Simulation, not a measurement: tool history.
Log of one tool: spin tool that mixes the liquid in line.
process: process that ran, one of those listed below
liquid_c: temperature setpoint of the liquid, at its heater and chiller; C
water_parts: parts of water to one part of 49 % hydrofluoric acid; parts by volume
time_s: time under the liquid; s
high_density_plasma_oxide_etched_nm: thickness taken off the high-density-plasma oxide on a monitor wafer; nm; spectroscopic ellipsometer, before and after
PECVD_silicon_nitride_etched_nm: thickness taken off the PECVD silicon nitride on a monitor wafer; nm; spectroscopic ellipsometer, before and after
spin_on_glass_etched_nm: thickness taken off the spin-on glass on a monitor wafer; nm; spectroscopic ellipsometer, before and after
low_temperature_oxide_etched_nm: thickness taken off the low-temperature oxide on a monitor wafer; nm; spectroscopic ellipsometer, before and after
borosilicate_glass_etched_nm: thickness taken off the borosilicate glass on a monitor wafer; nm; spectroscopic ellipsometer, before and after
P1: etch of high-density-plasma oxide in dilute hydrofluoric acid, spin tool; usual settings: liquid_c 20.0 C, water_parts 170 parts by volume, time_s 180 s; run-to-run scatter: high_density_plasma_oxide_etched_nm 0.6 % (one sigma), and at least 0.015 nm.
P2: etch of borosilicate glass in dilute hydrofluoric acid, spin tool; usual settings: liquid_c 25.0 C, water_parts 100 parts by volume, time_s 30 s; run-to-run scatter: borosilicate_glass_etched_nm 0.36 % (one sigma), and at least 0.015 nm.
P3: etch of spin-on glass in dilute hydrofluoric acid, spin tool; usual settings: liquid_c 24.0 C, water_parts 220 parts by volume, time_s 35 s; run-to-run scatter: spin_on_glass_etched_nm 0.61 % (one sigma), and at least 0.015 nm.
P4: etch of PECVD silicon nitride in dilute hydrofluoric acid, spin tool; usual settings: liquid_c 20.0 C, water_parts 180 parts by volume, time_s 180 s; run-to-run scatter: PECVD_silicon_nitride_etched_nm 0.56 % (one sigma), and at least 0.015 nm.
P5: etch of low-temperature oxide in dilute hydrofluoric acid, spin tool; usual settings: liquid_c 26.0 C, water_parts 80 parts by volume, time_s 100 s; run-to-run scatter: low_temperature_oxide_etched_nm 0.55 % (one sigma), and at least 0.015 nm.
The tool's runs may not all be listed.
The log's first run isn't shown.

run,hour,process,liquid_c,water_parts,time_s,high_density_plasma_oxide_etched_nm,PECVD_silicon_nitride_etched_nm,spin_on_glass_etched_nm,low_temperature_oxide_etched_nm,borosilicate_glass_etched_nm
2,22.1,P4,20.0,270,180,,2.9371,,,
3,31.8,P3,24.0,220,35,,,4.1887,,
4,42.3,P1,20.0,170,180,4.2702,,,,
5,53.4,P3,24.0,220,55,,,6.5634,,
6,60.1,P5,26.0,80,100,,,,14.4750,
7,67.3,P1,20.0,170,180,4.2654,,,,
8,77.2,P5,21.5,80,100,,,,11.9860,
9,84.5,P4,20.0,180,265,,6.4338,,,
10,96.0,P1,24.5,170,330,9.3308,,,,
11,104.1,P5,26.0,35,100,,,,34.9280,
12,110.6,P1,17.0,170,180,3.7854,,,,
13,116.1,P5,26.0,80,100,,,,14.4020,
14,128.5,P2,25.0,100,15,,,,,4.0655
15,139.3,P3,24.0,220,35,,,4.1630,,
16,148.1,P1,20.0,235,180,2.9097,,,,
17,154.4,P3,32.0,220,35,,,5.5456,,
18,161.7,P1,20.0,170,180,4.3055,,,,
19,169.1,P1,25.5,170,180,5.2737,,,,
20,174.7,P5,26.0,80,45,,,,6.4972,
21,182.8,P1,20.0,170,95,2.2914,,,,
22,190.9,P1,20.0,170,305,7.2037,,,,
# hour 194.0: hydrofluoric acid flow meter replaced
23,201.1,P3,24.0,135,35,,,7.4765,,
24,210.4,P2,32.0,100,30,,,,,10.5420
25,222.1,P1,20.0,170,180,4.3283,,,,
26,228.6,P2,25.0,175,30,,,,,4.2550

Forecast run 27:
27,235.8,P4,20.0,180,180,,?,,,

Run 27 gave PECVD_silicon_nitride_etched_nm 4.3810 nm.
